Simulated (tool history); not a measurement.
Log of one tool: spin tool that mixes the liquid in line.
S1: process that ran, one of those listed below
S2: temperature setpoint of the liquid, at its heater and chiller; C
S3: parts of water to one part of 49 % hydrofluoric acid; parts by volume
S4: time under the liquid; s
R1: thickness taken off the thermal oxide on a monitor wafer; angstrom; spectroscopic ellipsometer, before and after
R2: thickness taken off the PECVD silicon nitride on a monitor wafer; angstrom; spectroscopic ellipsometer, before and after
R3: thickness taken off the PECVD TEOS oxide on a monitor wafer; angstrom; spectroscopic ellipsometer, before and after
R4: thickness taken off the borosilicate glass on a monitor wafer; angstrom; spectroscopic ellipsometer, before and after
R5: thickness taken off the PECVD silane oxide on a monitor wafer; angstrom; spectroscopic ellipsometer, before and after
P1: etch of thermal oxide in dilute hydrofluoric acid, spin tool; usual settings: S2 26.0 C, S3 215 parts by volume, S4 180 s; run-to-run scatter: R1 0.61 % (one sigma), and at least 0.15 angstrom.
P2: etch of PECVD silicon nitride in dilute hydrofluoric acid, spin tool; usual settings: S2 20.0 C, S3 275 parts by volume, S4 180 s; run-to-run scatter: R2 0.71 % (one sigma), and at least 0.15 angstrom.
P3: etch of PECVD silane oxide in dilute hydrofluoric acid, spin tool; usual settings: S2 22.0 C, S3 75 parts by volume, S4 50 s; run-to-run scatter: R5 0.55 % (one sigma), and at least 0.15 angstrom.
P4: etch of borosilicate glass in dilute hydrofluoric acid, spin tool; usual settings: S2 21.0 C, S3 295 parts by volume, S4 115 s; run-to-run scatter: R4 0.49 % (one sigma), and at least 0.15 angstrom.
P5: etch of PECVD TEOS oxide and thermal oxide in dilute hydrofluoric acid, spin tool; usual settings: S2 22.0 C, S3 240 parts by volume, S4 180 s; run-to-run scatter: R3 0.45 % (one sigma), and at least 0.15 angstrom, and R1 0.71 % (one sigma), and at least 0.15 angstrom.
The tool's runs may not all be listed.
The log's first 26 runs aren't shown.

run	hour	S1	S2	S3	S4	R1	R2	R3	R4	R5
27	310.0	P3	22.0	45	50					314.990
28	321.9	P1	26.0	215	180	37.189				
29	333.2	P1	26.0	90	180	103.600				
30	345.2	P5	22.0	240	365	59.599		103.310		
31	356.3	P4	21.0	140	115				246.590	
32	368.2	P1	26.0	215	180	37.807				
33	379.5	P1	26.0	215	180	34.936				
34	386.6	P1	26.0	215	180	35.142				
35	393.8	P1	26.0	215	180	34.761				
36	405.4	P1	26.0	215	180	34.778				

Forecast run 37:
37	412.4	P1	26.0	215	180	?				

{"run 37": {"R1": 34.09}}
